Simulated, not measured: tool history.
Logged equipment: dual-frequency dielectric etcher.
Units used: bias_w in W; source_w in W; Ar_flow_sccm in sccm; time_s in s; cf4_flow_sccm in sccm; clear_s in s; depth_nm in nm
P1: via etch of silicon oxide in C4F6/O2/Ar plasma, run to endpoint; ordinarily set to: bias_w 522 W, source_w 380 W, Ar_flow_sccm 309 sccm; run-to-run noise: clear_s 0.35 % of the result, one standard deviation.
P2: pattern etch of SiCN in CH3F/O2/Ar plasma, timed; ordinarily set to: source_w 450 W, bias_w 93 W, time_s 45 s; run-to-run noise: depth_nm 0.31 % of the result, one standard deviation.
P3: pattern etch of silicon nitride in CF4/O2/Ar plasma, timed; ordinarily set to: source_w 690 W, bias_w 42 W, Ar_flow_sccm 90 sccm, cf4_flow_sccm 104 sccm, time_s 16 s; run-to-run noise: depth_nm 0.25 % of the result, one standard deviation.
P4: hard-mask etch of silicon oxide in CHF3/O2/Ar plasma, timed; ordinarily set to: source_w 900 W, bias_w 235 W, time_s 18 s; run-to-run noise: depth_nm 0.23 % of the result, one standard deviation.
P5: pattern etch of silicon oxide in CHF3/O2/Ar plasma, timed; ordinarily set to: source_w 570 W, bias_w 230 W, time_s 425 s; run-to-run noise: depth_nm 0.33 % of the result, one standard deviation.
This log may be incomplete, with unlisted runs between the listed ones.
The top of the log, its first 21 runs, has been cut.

run	hour	process	bias_w	source_w	Ar_flow_sccm	time_s	cf4_flow_sccm	clear_s	depth_nm
22	154.6	P1	522	510	190			24.463	
23	160.4	P1	522	220	309			35.074	
24	168	P1	522	380	309			28.734	
25	177	P3	42	420	90	16	104		25.012
26	185.9	P2	63	450		45			17.405
27	191.7	P2	93	450		57			25.132
28	199.8	P1	522	380	309			28.88	
29	205.5	P3	42	690	90	16	104		38.738
30	214.2	P3	42	690	90	9	104		21.794
31	218.6	P1	628	380	309			26.854	
32	225.6	P5	230	570		425			910.18
33	230.2	P1	522	380	309			28.856	
34	239.6	P1	522	380	309			29.191	
35	248.2	P1	522	380	309			29.263	
36	256.7	P1	522	380	309			29.302	

Forecast run 37:
37	264.8	P1	522	380	309			?	

clear_s: 29.128 s

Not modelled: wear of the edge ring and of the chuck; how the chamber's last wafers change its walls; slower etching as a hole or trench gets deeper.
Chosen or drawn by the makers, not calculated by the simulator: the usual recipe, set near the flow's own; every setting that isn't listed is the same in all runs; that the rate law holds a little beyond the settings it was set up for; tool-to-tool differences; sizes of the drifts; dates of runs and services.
